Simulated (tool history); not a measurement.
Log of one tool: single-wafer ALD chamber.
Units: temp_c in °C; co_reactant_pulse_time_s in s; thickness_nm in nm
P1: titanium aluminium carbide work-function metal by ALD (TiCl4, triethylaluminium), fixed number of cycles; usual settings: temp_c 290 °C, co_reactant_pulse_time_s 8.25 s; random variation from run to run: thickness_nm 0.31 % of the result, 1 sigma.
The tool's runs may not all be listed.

Run 1, hour 9.9: temp_c 290 °C, co_reactant_pulse_time_s 8.25 s. Result: thickness_nm 1.8665 nm.
Run 2, hour 25.7: temp_c 311 °C, co_reactant_pulse_time_s 5.94 s. Result: thickness_nm 1.8784 nm.
Run 3, hour 33.8: temp_c 315 °C, co_reactant_pulse_time_s 8.25 s. Result: thickness_nm 2.0698 nm.
At hour 34.6: thermocouple changed; heater temperature recalibrated.
Run 4, hour 42: temp_c 290 °C, co_reactant_pulse_time_s 8.25 s. Result: thickness_nm 1.8785 nm.
Run 5, hour 55.2: temp_c 290 °C, co_reactant_pulse_time_s 2.91 s. Result: thickness_nm 1.2519 nm.
Run 6, hour 64.3: temp_c 290 °C, co_reactant_pulse_time_s 11.78 s. Result: thickness_nm 1.9529 nm.
Run 7, hour 73.7: temp_c 290 °C, co_reactant_pulse_time_s 8.25 s. Result: thickness_nm 1.8669 nm.
At hour 78.2: triethylaluminium bottle replaced.
Run 8, hour 88.2: temp_c 290 °C, co_reactant_pulse_time_s 8.25 s. Result: thickness_nm 1.8655 nm.
Run 9, hour 101.5: temp_c 266 °C, co_reactant_pulse_time_s 8.25 s. Result: thickness_nm 1.6621 nm.
Run 10, hour 111.6: temp_c 290 °C, co_reactant_pulse_time_s 8.25 s. Result: thickness_nm 1.8666 nm.
Run 11, hour 126.3: temp_c 290 °C, co_reactant_pulse_time_s 8.25 s. Result: thickness_nm 1.8592 nm.
Run 12, hour 137.5: temp_c 290 °C, co_reactant_pulse_time_s 8.25 s. Result: thickness_nm 1.844 nm.
Run 13, hour 146.6: temp_c 290 °C, co_reactant_pulse_time_s 8.25 s. Result: thickness_nm 1.8427 nm.
Run 14, hour 161.7: temp_c 290 °C, co_reactant_pulse_time_s 8.25 s. Result: thickness_nm 1.8405 nm.
Run 15, hour 173.2: temp_c 290 °C, co_reactant_pulse_time_s 8.25 s. Result: thickness_nm 1.8369 nm.
Run 16, hour 181.6: temp_c 290 °C, co_reactant_pulse_time_s 8.25 s. Result: thickness_nm 1.8461 nm.
Run 17, hour 199.8: temp_c 290 °C, co_reactant_pulse_time_s 8.25 s. Result: thickness_nm 1.8449 nm.
Run 18, hour 210.5: temp_c 290 °C, co_reactant_pulse_time_s 8.25 s. Result: thickness_nm 1.8512 nm.
Run 19, hour 224.5: temp_c 290 °C, co_reactant_pulse_time_s 8.25 s. Result: thickness_nm 1.8366 nm.
Run 20, hour 242.6: temp_c 290 °C, co_reactant_pulse_time_s 8.25 s. Result: thickness_nm 1.8318 nm.
Run 21, hour 258.7: temp_c 290 °C, co_reactant_pulse_time_s 8.25 s. Result: thickness_nm 1.8425 nm.

What P1 gives has crept away from where it was. These 2 causes fit the log equally well, each at the size given:
A: triethylaluminium dose below that of a fresh bottle (%) = 7.99
B: wafer temperature below the value expected at the setpoint (K) = 3.51
The creep began at about hour 111.6.

4 check runs are offered, one wafer each, their results left as question marks. Which one tells the causes apart?
Run check 1, hour 274.8: temp_c 311 °C, co_reactant_pulse_time_s 8.25 s. Result: thickness_nm ?.
Run check 2, hour 274.8: temp_c 290 °C, co_reactant_pulse_time_s 3.75 s. Result: thickness_nm ?.
Run check 3, hour 274.8: temp_c 314 °C, co_reactant_pulse_time_s 11.57 s. Result: thickness_nm ?.
Run check 4, hour 274.8: temp_c 306 °C, co_reactant_pulse_time_s 11.24 s. Result: thickness_nm ?.

What each check would give under each cause:
  check        result    if A    if B
check 1  thickness_nm  2.0119  2.0142
check 2  thickness_nm  1.3784  1.4149
check 3  thickness_nm  2.1416  2.1256
check 4  thickness_nm   2.065  2.0499
How far apart the two closest causes lie, in the result that separates them most: check 1 0.11 %; check 2 2.61 %; check 3 0.75 %; check 4 0.73 %
Check 2 tells the causes apart: in the others they would give nearly the same result.

Check 2 was then run and gave: thickness_nm 1.3778 nm. Which cause is it?

It is A: triethylaluminium dose below that of a fresh bottle (%).

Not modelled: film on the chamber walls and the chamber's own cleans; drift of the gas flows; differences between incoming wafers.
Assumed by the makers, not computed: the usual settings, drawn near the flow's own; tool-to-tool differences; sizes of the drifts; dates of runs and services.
